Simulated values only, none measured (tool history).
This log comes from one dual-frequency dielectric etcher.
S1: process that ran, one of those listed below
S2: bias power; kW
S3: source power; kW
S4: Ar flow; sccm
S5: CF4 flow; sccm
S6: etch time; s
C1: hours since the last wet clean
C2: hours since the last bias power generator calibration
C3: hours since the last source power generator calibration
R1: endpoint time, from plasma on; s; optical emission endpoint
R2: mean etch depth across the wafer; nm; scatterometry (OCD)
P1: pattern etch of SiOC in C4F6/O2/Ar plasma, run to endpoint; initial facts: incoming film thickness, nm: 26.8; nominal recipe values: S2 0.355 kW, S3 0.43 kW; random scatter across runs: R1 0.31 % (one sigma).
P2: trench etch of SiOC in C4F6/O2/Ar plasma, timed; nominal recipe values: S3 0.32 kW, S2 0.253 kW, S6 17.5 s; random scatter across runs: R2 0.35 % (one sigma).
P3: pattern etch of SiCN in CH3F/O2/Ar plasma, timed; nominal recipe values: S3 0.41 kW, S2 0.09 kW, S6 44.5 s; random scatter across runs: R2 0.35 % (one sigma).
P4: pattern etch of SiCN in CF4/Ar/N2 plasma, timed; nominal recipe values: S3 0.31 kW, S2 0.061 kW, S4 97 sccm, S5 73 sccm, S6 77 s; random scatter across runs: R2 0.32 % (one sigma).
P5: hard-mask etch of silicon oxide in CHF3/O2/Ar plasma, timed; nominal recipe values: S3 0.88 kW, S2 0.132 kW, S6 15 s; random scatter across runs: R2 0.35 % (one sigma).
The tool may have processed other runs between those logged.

{"run": 1, "day": 0.371, "S1": "P1", "S2": 0.355, "S3": 0.43, "C1": 168.9, "C2": 1297.5, "C3": 626.9, "R1": 10.015}
{"run": 2, "day": 0.683, "S1": "P1", "S2": 0.355, "S3": 0.43, "C1": 176.4, "C2": 1305, "C3": 634.4, "R1": 10.045}
{"run": 3, "day": 0.992, "S1": "P4", "S2": 0.061, "S3": 0.31, "S4": 97, "S5": 73, "S6": 108.5, "C1": 183.8, "C2": 1312.4, "C3": 641.8, "R2": 63.134}
{"run": 4, "day": 1.542, "S1": "P3", "S2": 0.09, "S3": 0.33, "S6": 44.5, "C1": 197, "C2": 1325.6, "C3": 655, "R2": 16.329}
{"run": 5, "day": 1.854, "S1": "P5", "S2": 0.132, "S3": 0.88, "S6": 18.5, "C1": 204.5, "C2": 1333.1, "C3": 662.5, "R2": 38.768}
{"run": 6, "day": 2.275, "S1": "P1", "S2": 0.499, "S3": 0.43, "C1": 214.6, "C2": 1343.2, "C3": 672.6, "R1": 8.8739}
{"run": 7, "day": 2.883, "S1": "P1", "S2": 0.355, "S3": 0.59, "C1": 229.2, "C2": 1357.8, "C3": 687.2, "R1": 8.9311}
{"run": 8, "day": 3.338, "S1": "P3", "S2": 0.09, "S3": 0.41, "S6": 66, "C1": 240.1, "C2": 1368.7, "C3": 698.1, "R2": 26.264}
{"run": 9, "day": 3.821, "S1": "P2", "S2": 0.253, "S3": 0.32, "S6": 13.5, "C1": 251.7, "C2": 1380.3, "C3": 709.7, "R2": 28.729}
{"run": 10, "day": 4.371, "S1": "P5", "S2": 0.132, "S3": 0.88, "S6": 15, "C1": 264.9, "C2": 1393.5, "C3": 722.9, "R2": 31.322}
{"run": 11, "day": 4.775, "S1": "P1", "S2": 0.355, "S3": 0.43, "C1": 274.6, "C2": 1403.2, "C3": 732.6, "R1": 9.9949}
{"run": 12, "day": 5.358, "S1": "P4", "S2": 0.061, "S3": 0.31, "S4": 97, "S5": 52, "S6": 77, "C1": 288.6, "C2": 1417.2, "C3": 746.6, "R2": 42.3}
{"run": 13, "day": 6.021, "S1": "P2", "S2": 0.253, "S3": 0.32, "S6": 17.5, "C1": 304.5, "C2": 1433.1, "C3": 762.5, "R2": 37.319}
{"run": 14, "day": 6.404, "S1": "P3", "S2": 0.09, "S3": 0.41, "S6": 44.5, "C1": 313.7, "C2": 1442.3, "C3": 771.7, "R2": 17.757}
{"run": 15, "day": 6.879, "S1": "P5", "S2": 0.132, "S3": 0.51, "S6": 15, "C1": 325.1, "C2": 1453.7, "C3": 783.1, "R2": 25.497}
{"run": 16, "day": 7.4, "S1": "P5", "S2": 0.182, "S3": 0.88, "S6": 15, "C1": 337.6, "C2": 1466.2, "C3": 795.6, "R2": 34.825}
{"run": 17, "day": 8.008, "S1": "P1", "S2": 0.286, "S3": 0.43, "C1": 352.2, "C2": 1480.8, "C3": 810.2, "R1": 10.843}
{"run": 18, "day": 8.538, "S1": "P1", "S2": 0.355, "S3": 0.43, "C1": 364.9, "C2": 1493.5, "C3": 822.9, "R1": 10.049}
{"run": 19, "day": 8.979, "S1": "P1", "S2": 0.496, "S3": 0.54, "C1": 375.5, "C2": 1504.1, "C3": 833.5, "R1": 8.1638}
{"run": 20, "day": 9.454, "S1": "P1", "S2": 0.355, "S3": 0.43, "C1": 386.9, "C2": 1515.5, "C3": 844.9, "R1": 10.048}
{"run": 21, "day": 9.962, "S1": "P2", "S2": 0.253, "S3": 0.2, "S6": 17.5, "C1": 399.1, "C2": 1527.7, "C3": 857.1, "R2": 31.086}
{"run": 22, "day": 10.371, "S1": "P5", "S2": 0.132, "S3": 0.88, "S6": 15, "C1": 408.9, "C2": 1537.5, "C3": 866.9, "R2": 31.518}

Estimate the outcome of run 23 from the log above:
{"run": 23, "day": 10.888, "S1": "P3", "S2": 0.054, "S3": 0.41, "S6": 44.5, "C1": 421.3, "C2": 1549.9, "C3": 879.3, "R2": "?"}

{"run 23": {"R2": 14.809}}
